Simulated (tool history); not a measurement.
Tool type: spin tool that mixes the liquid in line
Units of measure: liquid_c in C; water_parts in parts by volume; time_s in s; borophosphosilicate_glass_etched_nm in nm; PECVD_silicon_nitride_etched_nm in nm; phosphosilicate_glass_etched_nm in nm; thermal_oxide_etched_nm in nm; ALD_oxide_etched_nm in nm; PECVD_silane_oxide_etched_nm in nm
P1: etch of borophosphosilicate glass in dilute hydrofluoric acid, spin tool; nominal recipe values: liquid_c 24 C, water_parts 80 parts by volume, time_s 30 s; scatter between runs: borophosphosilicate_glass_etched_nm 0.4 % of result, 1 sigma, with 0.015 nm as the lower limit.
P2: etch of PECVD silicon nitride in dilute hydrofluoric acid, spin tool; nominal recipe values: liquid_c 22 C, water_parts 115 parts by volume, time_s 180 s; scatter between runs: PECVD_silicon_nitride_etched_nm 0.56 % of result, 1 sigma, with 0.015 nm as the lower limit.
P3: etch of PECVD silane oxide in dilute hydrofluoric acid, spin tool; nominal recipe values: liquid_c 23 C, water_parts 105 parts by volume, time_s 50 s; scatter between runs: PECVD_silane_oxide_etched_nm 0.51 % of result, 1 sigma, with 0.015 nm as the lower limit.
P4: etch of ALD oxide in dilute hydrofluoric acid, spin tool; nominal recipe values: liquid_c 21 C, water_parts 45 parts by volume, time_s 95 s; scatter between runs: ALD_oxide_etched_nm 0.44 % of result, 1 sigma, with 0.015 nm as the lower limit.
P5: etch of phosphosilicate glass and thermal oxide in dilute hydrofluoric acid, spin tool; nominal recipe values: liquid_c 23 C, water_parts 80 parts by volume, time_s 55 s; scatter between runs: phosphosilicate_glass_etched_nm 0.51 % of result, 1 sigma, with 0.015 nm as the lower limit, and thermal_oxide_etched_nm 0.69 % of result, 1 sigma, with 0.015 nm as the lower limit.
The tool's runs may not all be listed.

| run | hour | process | liquid_c | water_parts | time_s | hours since the thermometer was replaced | hours since the hydrofluoric acid flow meter was replaced | borophosphosilicate_glass_etched_nm | PECVD_silicon_nitride_etched_nm | phosphosilicate_glass_etched_nm | thermal_oxide_etched_nm | ALD_oxide_etched_nm | PECVD_silane_oxide_etched_nm |
|---|---|---|---|---|---|---|---|---|---|---|---|---|---|
| 1 | 6.9 | P1 | 24 | 80 | 30 | 428.3 | 556 | 12.092 |  |  |  |  |  |
| 2 | 15.5 | P1 | 24 | 20 | 30 | 436.9 | 564.6 | 52.291 |  |  |  |  |  |
| 3 | 21.1 | P2 | 22 | 115 | 180 | 442.5 | 570.2 |  | 8.1562 |  |  |  |  |
| 4 | 29.9 | P1 | 24 | 80 | 30 | 451.3 | 579 | 12.155 |  |  |  |  |  |
| 5 | 35.9 | P1 | 24 | 80 | 30 | 457.3 | 585 | 12.106 |  |  |  |  |  |
| 6 | 43.1 | P5 | 23 | 80 | 85 | 464.5 | 592.2 |  |  | 61.644 | 4.8778 |  |  |
| 7 | 53.2 | P1 | 31.5 | 80 | 30 | 474.6 | 602.3 | 16.221 |  |  |  |  |  |
| 8 | 59.4 | P1 | 24 | 80 | 30 | 480.8 | 608.5 | 12.129 |  |  |  |  |  |
| 9 | 65.3 | P1 | 19.5 | 80 | 30 | 486.7 | 614.4 | 10.139 |  |  |  |  |  |
| 10 | 70.6 | P4 | 21 | 25 | 95 | 492 | 619.7 |  |  |  |  | 45.755 |  |
| 11 | 81.1 | P3 | 23 | 105 | 50 | 502.5 | 630.2 |  |  |  |  |  | 19.29 |
| 12 | 89.6 | P1 | 24 | 135 | 30 | 511 | 638.7 | 6.7125 |  |  |  |  |  |
| 13 | 96.2 | P3 | 23 | 45 | 50 | 517.6 | 645.3 |  |  |  |  |  | 48.122 |
| 14 | 103.2 | P2 | 22 | 180 | 180 | 524.6 | 652.3 |  | 5.2808 |  |  |  |  |
| 15 | 112.4 | P2 | 22 | 115 | 60 | 533.8 | 661.5 |  | 2.757 |  |  |  |  |
| 16 | 121.3 | P2 | 22 | 115 | 180 | 542.7 | 670.4 |  | 8.1798 |  |  |  |  |
| 17 | 130.4 | P1 | 24 | 80 | 15 | 551.8 | 679.5 | 6.0335 |  |  |  |  |  |
| 18 | 139.6 | P4 | 17.5 | 45 | 95 | 561 | 688.7 |  |  |  |  | 21.592 |  |
| 19 | 150.2 | P5 | 17 | 80 | 55 | 571.6 | 699.3 |  |  | 30.79 | 2.4809 |  |  |
| 20 | 160 | P1 | 24 | 80 | 30 | 581.4 | 709.1 | 12.166 |  |  |  |  |  |
|  | 160.2 | hydrofluoric acid flow meter replaced |
| 21 | 168.5 | P1 | 24 | 45 | 15 | 589.9 | 8.3 | 11.305 |  |  |  |  |  |
| 22 | 176.8 | P1 | 24 | 80 | 30 | 598.2 | 16.6 | 12.04 |  |  |  |  |  |
| 23 | 184.5 | P2 | 27 | 115 | 180 | 605.9 | 24.3 |  | 11.425 |  |  |  |  |
| 24 | 194.1 | P3 | 23 | 105 | 50 | 615.5 | 33.9 |  |  |  |  |  | 19.167 |
| 25 | 199.6 | P1 | 24 | 80 | 45 | 621 | 39.4 | 18.168 |  |  |  |  |  |
| 26 | 206.5 | P1 | 24 | 80 | 30 | 627.9 | 46.3 | 12.141 |  |  |  |  |  |
| 27 | 217.1 | P3 | 23 | 105 | 20 | 638.5 | 56.9 |  |  |  |  |  | 7.6915 |
| 28 | 226.9 | P4 | 21 | 45 | 95 | 648.3 | 66.7 |  |  |  |  | 24.939 |  |
| 29 | 232.8 | P5 | 23 | 125 | 55 | 654.2 | 72.6 |  |  | 23.924 | 1.9319 |  |  |
| 30 | 242.5 | P5 | 23 | 80 | 55 | 663.9 | 82.3 |  |  | 39.709 | 3.1588 |  |  |
| 31 | 249.6 | P4 | 21 | 45 | 135 | 671 | 89.4 |  |  |  |  | 35.382 |  |
| 32 | 254.6 | P3 | 29.5 | 105 | 50 | 676 | 94.4 |  |  |  |  |  | 24.929 |
| 33 | 264.6 | P4 | 21 | 45 | 95 | 686 | 104.4 |  |  |  |  | 24.998 |  |
| 34 | 276 | P1 | 24 | 80 | 30 | 697.4 | 115.8 | 12.046 |  |  |  |  |  |
| 35 | 287.3 | P1 | 24 | 80 | 30 | 708.7 | 127.1 | 11.614 |  |  |  |  |  |
| 36 | 294 | P1 | 24 | 80 | 30 | 715.4 | 133.8 | 11.409 |  |  |  |  |  |
| 37 | 299.2 | P1 | 24 | 80 | 30 | 720.6 | 139 | 11.388 |  |  |  |  |  |
| 38 | 310.1 | P1 | 24 | 80 | 30 | 731.5 | 149.9 | 11.29 |  |  |  |  |  |

Predict the results of run 39:
| 39 | 319.4 | P1 | 24 | 80 | 30 | 740.8 | 159.2 | ? |  |  |  |  |  |

For run 39 the tool returned borophosphosilicate_glass_etched_nm 11.235 nm.

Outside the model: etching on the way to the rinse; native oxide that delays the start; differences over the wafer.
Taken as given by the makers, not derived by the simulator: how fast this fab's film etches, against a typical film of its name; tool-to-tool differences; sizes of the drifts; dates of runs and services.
